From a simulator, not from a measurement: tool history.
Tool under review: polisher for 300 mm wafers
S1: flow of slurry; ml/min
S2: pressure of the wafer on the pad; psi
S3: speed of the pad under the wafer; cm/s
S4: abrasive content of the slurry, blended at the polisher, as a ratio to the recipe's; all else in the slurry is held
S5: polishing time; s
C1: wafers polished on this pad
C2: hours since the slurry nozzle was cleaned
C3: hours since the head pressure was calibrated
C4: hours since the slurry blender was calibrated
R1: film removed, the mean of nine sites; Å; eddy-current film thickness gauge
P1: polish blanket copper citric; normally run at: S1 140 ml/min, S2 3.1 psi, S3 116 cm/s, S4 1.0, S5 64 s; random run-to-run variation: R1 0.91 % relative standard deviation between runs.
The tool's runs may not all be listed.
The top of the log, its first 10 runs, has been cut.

run   hour   S1   S2   S3   S4  S5    C1    C2     C3     C4       R1
 11   52.6  185  3.1  172  1.0  64   915  18.8  333.5  294.5  2252.40
      53.2  -- slurry blender recalibrated
 12   58.6   85  3.1  116  1.0  37   952  24.8  339.5    5.5   743.06
 13   64.9  140  3.1  116  1.0  38   990  31.1  345.8   11.8   868.38
 14   72.0  140  3.1  116  1.0  64  1034  38.2  352.9   18.9  1436.80
 15   76.1  210  3.1  116  1.0  64  1059  42.3  357.0   23.0  1558.80
 16   80.8  140  3.1  116  1.0  64  1087  47.0  361.7   27.7  1474.40
 17   84.4  140  3.1  116  1.0  64  1109  50.6  365.3   31.3  1440.20
 18   91.0   85  3.1  116  1.0  64  1150  57.2  371.9   37.9  1324.50
 19   94.5  140  3.1  116  1.0  64  1171  60.7  375.4   41.4  1441.30
 20   98.5  140  2.0  116  1.0  64  1195  64.7  379.4   45.4   960.15
 21  104.1  140  3.1  116  1.0  64  1230  70.3  385.0   51.0  1454.40
 22  108.4  140  3.1  116  1.0  64  1256  74.6  389.3   55.3  1401.40
 23  112.6  140  3.1  116  1.0  64  1282  78.8  393.5   59.5  1371.40
 24  118.5  140  3.1  116  1.0  64  1318  84.7  399.4   65.4  1352.40
 25  123.9  140  3.1  116  1.0  64  1351  90.1  404.8   70.8  1343.80
 26  127.0  140  3.1  116  1.0  64  1370  93.2  407.9   73.9  1329.80
     129.7  -- worn pad replaced by a new one
 27  130.2  140  3.1  116  1.0  64     3  96.4  411.1   77.1  1295.10

Predict the results of run 28:
     136.4  -- slurry blender recalibrated
 28  136.5  140  3.1  116  1.0  64  41  102.7  417.4  0.2   ?

{"run 28": {"R1": 1304.5}}
